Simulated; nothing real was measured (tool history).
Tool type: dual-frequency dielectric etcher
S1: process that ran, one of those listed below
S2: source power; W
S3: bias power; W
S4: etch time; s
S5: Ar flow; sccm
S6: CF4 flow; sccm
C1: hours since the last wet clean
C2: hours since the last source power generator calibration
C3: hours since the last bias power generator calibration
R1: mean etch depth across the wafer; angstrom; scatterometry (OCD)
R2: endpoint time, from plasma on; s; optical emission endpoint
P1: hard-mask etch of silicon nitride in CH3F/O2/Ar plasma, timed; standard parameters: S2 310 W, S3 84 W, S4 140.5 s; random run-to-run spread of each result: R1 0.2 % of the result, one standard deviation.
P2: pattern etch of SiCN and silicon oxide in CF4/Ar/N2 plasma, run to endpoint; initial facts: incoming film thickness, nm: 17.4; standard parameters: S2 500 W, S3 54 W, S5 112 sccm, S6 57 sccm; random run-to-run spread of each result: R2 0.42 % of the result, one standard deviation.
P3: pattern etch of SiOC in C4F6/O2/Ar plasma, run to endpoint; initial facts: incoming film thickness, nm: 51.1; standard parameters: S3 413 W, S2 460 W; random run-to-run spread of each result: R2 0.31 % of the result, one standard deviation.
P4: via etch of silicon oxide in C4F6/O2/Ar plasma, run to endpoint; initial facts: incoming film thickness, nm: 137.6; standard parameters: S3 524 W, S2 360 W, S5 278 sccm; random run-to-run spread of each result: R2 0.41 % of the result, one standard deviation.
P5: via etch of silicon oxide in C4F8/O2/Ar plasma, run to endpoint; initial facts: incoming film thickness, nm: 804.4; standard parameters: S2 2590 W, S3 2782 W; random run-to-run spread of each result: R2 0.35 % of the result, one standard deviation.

Run 1, hour 15.1: S1 P1, S2 310 W, S3 84 W, S4 140.5 s; C1 426.9; C2 1328.5; C3 1625.1. Result: R1 946.43 angstrom.
Run 2, hour 24.5: S1 P1, S2 310 W, S3 52 W, S4 140.5 s; C1 436.3; C2 1337.9; C3 1634.5. Result: R1 801.12 angstrom.
Run 3, hour 34.8: S1 P1, S2 310 W, S3 84 W, S4 140.5 s; C1 446.6; C2 1348.2; C3 1644.8. Result: R1 941.32 angstrom.
Run 4, hour 42.4: S1 P1, S2 210 W, S3 84 W, S4 140.5 s; C1 454.2; C2 1355.8; C3 1652.4. Result: R1 819.76 angstrom.
Run 5, hour 50.1: S1 P1, S2 310 W, S3 102 W, S4 140.5 s; C1 461.9; C2 1363.5; C3 1660.1. Result: R1 1015.80 angstrom.
Run 6, hour 62.5: S1 P1, S2 310 W, S3 58 W, S4 100.5 s; C1 474.3; C2 1375.9; C3 1672.5. Result: R1 592.28 angstrom.
Run 7, hour 70.0: S1 P4, S2 360 W, S3 641 W, S5 278 sccm; C1 481.8; C2 1383.4; C3 1680.0. Result: R2 28.477 s.
Run 8, hour 79.3: S1 P1, S2 310 W, S3 84 W, S4 140.5 s; C1 491.1; C2 1392.7; C3 1689.3. Result: R1 946.15 angstrom.
Run 9, hour 91.9: S1 P2, S2 400 W, S3 54 W, S5 112 sccm, S6 57 sccm; C1 503.7; C2 1405.3; C3 1701.9. Result: R2 25.843 s.
Run 10, hour 99.8: S1 P3, S2 460 W, S3 413 W; C1 511.6; C2 1413.2; C3 1709.8. Result: R2 17.776 s.
Run 11, hour 111.1: S1 P5, S2 2590 W, S3 3898 W; C1 522.9; C2 1424.5; C3 1721.1. Result: R2 116.460 s.
Run 12, hour 121.9: S1 P4, S2 360 W, S3 524 W, S5 198 sccm; C1 533.7; C2 1435.3; C3 1731.9. Result: R2 29.617 s.
Run 13, hour 132.0: S1 P2, S2 500 W, S3 54 W, S5 112 sccm, S6 57 sccm; C1 543.8; C2 1445.4; C3 1742.0. Result: R2 21.320 s.
Run 14, hour 144.3: S1 P2, S2 500 W, S3 54 W, S5 86 sccm, S6 57 sccm; C1 556.1; C2 1457.7; C3 1754.3. Result: R2 20.383 s.
Run 15, hour 154.5: S1 P5, S2 2590 W, S3 2782 W; C1 566.3; C2 1467.9; C3 1764.5. Result: R2 128.740 s.
Run 16, hour 169.9: S1 P1, S2 310 W, S3 84 W, S4 209.5 s; C1 581.7; C2 1483.3; C3 1779.9. Result: R1 1409.20 angstrom.
Run 17, hour 178.0: S1 P4, S2 360 W, S3 524 W, S5 278 sccm; C1 589.8; C2 1491.4; C3 1788.0. Result: R2 30.654 s.
Run 18, hour 189.4: S1 P3, S2 460 W, S3 413 W; C1 601.2; C2 1502.8; C3 1799.4. Result: R2 17.869 s.
Run 19, hour 196.7: S1 P1, S2 430 W, S3 84 W, S4 140.5 s; C1 608.5; C2 1510.1; C3 1806.7. Result: R1 1070.40 angstrom.
Run 20, hour 211.8: S1 P3, S2 640 W, S3 413 W; C1 623.6; C2 1525.2; C3 1821.8. Result: R2 15.807 s.
At hour 216.2: wet clean of the chamber.
Run 21, hour 226.7: S1 P1, S2 310 W, S3 84 W, S4 140.5 s; C1 10.6; C2 1540.1; C3 1836.7. Result: R1 944.51 angstrom.
Run 22, hour 235.5: S1 P1, S2 310 W, S3 84 W, S4 77.5 s; C1 19.4; C2 1548.9; C3 1845.5. Result: R1 522.54 angstrom.
Run 23, hour 245.7: S1 P1, S2 310 W, S3 84 W, S4 140.5 s; C1 29.6; C2 1559.1; C3 1855.7. Result: R1 943.40 angstrom.
Run 24, hour 260.2: S1 P4, S2 360 W, S3 524 W, S5 278 sccm; C1 44.1; C2 1573.6; C3 1870.2. Result: R2 30.602 s.

Run 25 comes next. What will it give?
Run 25, hour 272.3: S1 P2, S2 500 W, S3 54 W, S5 112 sccm, S6 57 sccm; C1 56.2; C2 1585.7; C3 1882.3. Result: R2 ?.

R2: 21.345 s
